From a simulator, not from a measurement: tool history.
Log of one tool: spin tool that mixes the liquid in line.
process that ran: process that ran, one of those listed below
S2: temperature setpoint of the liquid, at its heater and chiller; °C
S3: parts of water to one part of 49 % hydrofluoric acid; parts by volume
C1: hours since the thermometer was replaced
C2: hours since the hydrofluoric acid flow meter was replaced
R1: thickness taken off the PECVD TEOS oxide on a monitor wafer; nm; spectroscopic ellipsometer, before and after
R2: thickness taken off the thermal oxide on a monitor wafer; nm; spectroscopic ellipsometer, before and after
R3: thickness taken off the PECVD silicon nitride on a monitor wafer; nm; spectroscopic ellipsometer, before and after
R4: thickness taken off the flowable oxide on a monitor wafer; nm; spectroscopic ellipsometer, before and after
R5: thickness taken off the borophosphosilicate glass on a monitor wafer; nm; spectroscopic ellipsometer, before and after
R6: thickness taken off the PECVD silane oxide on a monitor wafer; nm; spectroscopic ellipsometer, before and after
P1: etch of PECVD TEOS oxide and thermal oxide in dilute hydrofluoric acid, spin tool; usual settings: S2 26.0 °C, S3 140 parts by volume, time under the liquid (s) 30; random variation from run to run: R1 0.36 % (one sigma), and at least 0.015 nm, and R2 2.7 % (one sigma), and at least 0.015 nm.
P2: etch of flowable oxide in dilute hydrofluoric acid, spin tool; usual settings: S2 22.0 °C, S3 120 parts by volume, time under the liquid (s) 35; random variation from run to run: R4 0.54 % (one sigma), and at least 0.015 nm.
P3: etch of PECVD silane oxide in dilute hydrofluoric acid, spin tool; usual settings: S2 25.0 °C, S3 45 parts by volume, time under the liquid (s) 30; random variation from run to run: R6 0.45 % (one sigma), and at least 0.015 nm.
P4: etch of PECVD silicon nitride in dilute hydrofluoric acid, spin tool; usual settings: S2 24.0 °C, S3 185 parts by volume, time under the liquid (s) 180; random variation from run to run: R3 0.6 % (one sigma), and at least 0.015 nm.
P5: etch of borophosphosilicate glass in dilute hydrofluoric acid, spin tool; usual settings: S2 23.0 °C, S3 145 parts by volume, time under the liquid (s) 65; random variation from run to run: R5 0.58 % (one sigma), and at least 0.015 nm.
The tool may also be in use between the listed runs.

run 1 hour=3.5 | process_that_ran=P1 S2=26.0 S3=140 time_under_the_liquid_(s)=30 | C1=1140.2 C2=372.0 | R1=6.2578 R2=0.96306
run 2 hour=8.6 | process_that_ran=P1 S2=22.0 S3=140 time_under_the_liquid_(s)=30 | C1=1145.3 C2=377.1 | R1=5.3035 R2=0.90248
run 3 hour=14.0 | process_that_ran=P4 S2=24.0 S3=320 time_under_the_liquid_(s)=180 | C1=1150.7 C2=382.5 | R3=2.1539
run 4 hour=18.1 | process_that_ran=P2 S2=22.0 S3=120 time_under_the_liquid_(s)=35 | C1=1154.8 C2=386.6 | R4=18.070
run 5 hour=20.8 | process_that_ran=P4 S2=29.0 S3=185 time_under_the_liquid_(s)=180 | C1=1157.5 C2=389.3 | R3=5.0671
run 6 hour=25.8 | process_that_ran=P1 S2=26.0 S3=140 time_under_the_liquid_(s)=55 | C1=1162.5 C2=394.3 | R1=11.4140 R2=1.94330
run 7 hour=30.8 | process_that_ran=P5 S2=23.0 S3=145 time_under_the_liquid_(s)=65 | C1=1167.5 C2=399.3 | R5=23.118
run 8 hour=33.4 | process_that_ran=P1 S2=26.0 S3=140 time_under_the_liquid_(s)=30 | C1=1170.1 C2=401.9 | R1=6.2223 R2=1.06910
-- hour=34.3 thermometer replaced
run 9 hour=37.9 | process_that_ran=P2 S2=22.0 S3=120 time_under_the_liquid_(s)=50 | C1=3.6 C2=406.4 | R4=25.559
run 10 hour=42.9 | process_that_ran=P1 S2=26.0 S3=210 time_under_the_liquid_(s)=30 | C1=8.6 C2=411.4 | R1=3.8372 R2=0.63159
run 11 hour=45.5 | process_that_ran=P1 S2=26.0 S3=140 time_under_the_liquid_(s)=30 | C1=11.2 C2=414.0 | R1=6.2580 R2=0.96706
run 12 hour=50.9 | process_that_ran=P3 S2=25.0 S3=65 time_under_the_liquid_(s)=30 | C1=16.6 C2=419.4 | R6=24.560
run 13 hour=53.5 | process_that_ran=P1 S2=26.0 S3=140 time_under_the_liquid_(s)=15 | C1=19.2 C2=422.0 | R1=3.1198 R2=0.51602
run 14 hour=57.1 | process_that_ran=P5 S2=23.0 S3=225 time_under_the_liquid_(s)=65 | C1=22.8 C2=425.6 | R5=13.779
run 15 hour=61.0 | process_that_ran=P2 S2=22.0 S3=75 time_under_the_liquid_(s)=35 | C1=26.7 C2=429.5 | R4=30.158
run 16 hour=65.3 | process_that_ran=P1 S2=26.0 S3=55 time_under_the_liquid_(s)=30 | C1=31.0 C2=433.8 | R1=17.6180 R2=2.86740
run 17 hour=69.9 | process_that_ran=P1 S2=26.0 S3=140 time_under_the_liquid_(s)=30 | C1=35.6 C2=438.4 | R1=6.2673 R2=1.03470
run 18 hour=73.5 | process_that_ran=P1 S2=31.0 S3=140 time_under_the_liquid_(s)=30 | C1=39.2 C2=442.0 | R1=7.4970 R2=1.15590
run 19 hour=76.4 | process_that_ran=P1 S2=32.5 S3=35 time_under_the_liquid_(s)=30 | C1=42.1 C2=444.9 | R1=37.2670 R2=5.98600
run 20 hour=79.3 | process_that_ran=P1 S2=26.0 S3=245 time_under_the_liquid_(s)=15 | C1=45.0 C2=447.8 | R1=1.5892 R2=0.25219
run 21 hour=82.9 | process_that_ran=P2 S2=17.0 S3=120 time_under_the_liquid_(s)=35 | C1=48.6 C2=451.4 | R4=14.857
run 22 hour=85.7 | process_that_ran=P4 S2=24.0 S3=185 time_under_the_liquid_(s)=85 | C1=51.4 C2=454.2 | R3=1.7564
run 23 hour=89.2 | process_that_ran=P3 S2=25.0 S3=45 time_under_the_liquid_(s)=30 | C1=54.9 C2=457.7 | R6=36.546
run 24 hour=92.9 | process_that_ran=P1 S2=26.0 S3=140 time_under_the_liquid_(s)=30 | C1=58.6 C2=461.4 | R1=6.2876 R2=0.99043
run 25 hour=96.8 | process_that_ran=P3 S2=25.0 S3=45 time_under_the_liquid_(s)=45 | C1=62.5 C2=465.3 | R6=54.830
run 26 hour=100.0 | process_that_ran=P5 S2=17.0 S3=145 time_under_the_liquid_(s)=65 | C1=65.7 C2=468.5 | R5=18.220
run 27 hour=104.5 | process_that_ran=P1 S2=20.0 S3=140 time_under_the_liquid_(s)=15 | C1=70.2 C2=473.0 | R1=2.4718 R2=0.38607
run 28 hour=108.4 | process_that_ran=P5 S2=23.0 S3=145 time_under_the_liquid_(s)=110 | C1=74.1 C2=476.9 | R5=39.291
run 29 hour=112.8 | process_that_ran=P3 S2=32.5 S3=45 time_under_the_liquid_(s)=30 | C1=78.5 C2=481.3 | R6=48.916
run 30 hour=117.5 | process_that_ran=P3 S2=25.0 S3=45 time_under_the_liquid_(s)=30 | C1=83.2 C2=486.0 | R6=36.443
run 31 hour=122.7 | process_that_ran=P4 S2=24.0 S3=185 time_under_the_liquid_(s)=180 | C1=88.4 C2=491.2 | R3=3.7640
run 32 hour=127.4 | process_that_ran=P1 S2=26.0 S3=140 time_under_the_liquid_(s)=30 | C1=93.1 C2=495.9 | R1=6.2554 R2=1.01400
run 33 hour=130.7 | process_that_ran=P1 S2=26.0 S3=140 time_under_the_liquid_(s)=30 | C1=96.4 C2=499.2 | R1=6.0194 R2=0.99722
run 34 hour=136.1 | process_that_ran=P1 S2=26.0 S3=140 time_under_the_liquid_(s)=30 | C1=101.8 C2=504.6 | R1=5.8180 R2=0.92042
run 35 hour=141.3 | process_that_ran=P1 S2=26.0 S3=140 time_under_the_liquid_(s)=30 | C1=107.0 C2=509.8 | R1=5.7820 R2=0.92179
run 36 hour=144.9 | process_that_ran=P1 S2=26.0 S3=140 time_under_the_liquid_(s)=30 | C1=110.6 C2=513.4 | R1=5.7363 R2=0.93369
run 37 hour=149.2 | process_that_ran=P1 S2=26.0 S3=140 time_under_the_liquid_(s)=30 | C1=114.9 C2=517.7 | R1=5.7111 R2=0.87288
run 38 hour=153.9 | process_that_ran=P1 S2=26.0 S3=140 time_under_the_liquid_(s)=30 | C1=119.6 C2=522.4 | R1=5.7185 R2=0.95380

What P1 gives has crept away from where it was. These 2 causes fit the log equally well, each at the size given:
A: liquid colder than its thermometer reads (K) = 2.38
B: hydrofluoric acid flow below the setpoint (%) = 7.43
The creep began at about hour 127.4.

4 check runs are offered, one wafer each, their results left as question marks. Which one tells the causes apart?
run check 1 hour=158.6 | process_that_ran=P3 S2=32.5 S3=45 time_under_the_liquid_(s)=30 | R6=?
run check 2 hour=158.6 | process_that_ran=P5 S2=17.0 S3=205 time_under_the_liquid_(s)=65 | R5=?
run check 3 hour=158.6 | process_that_ran=P2 S2=17.0 S3=120 time_under_the_liquid_(s)=50 | R4=?
run check 4 hour=158.6 | process_that_ran=P4 S2=24.0 S3=315 time_under_the_liquid_(s)=180 | R3=?

What each check would give under each cause:
check=check_1 result=R6 if_A=44.949 if_B=45.391
check=check_2 result=R5 if_A=11.063 if_B=11.106
check=check_3 result=R4 if_A=18.933 if_B=19.190
check=check_4 result=R3 if_A=1.9069 if_B=2.0448
How far apart the two closest causes lie, in the result that separates them most: check 1 0.98 %; check 2 0.38 %; check 3 1.35 %; check 4 6.98 %
Only check 4 tells the causes apart: in the others they would give nearly the same result.

Then check 4 was run and gave: R3 2.0452 nm. Which cause is it?

It is B: hydrofluoric acid flow below the setpoint (%).
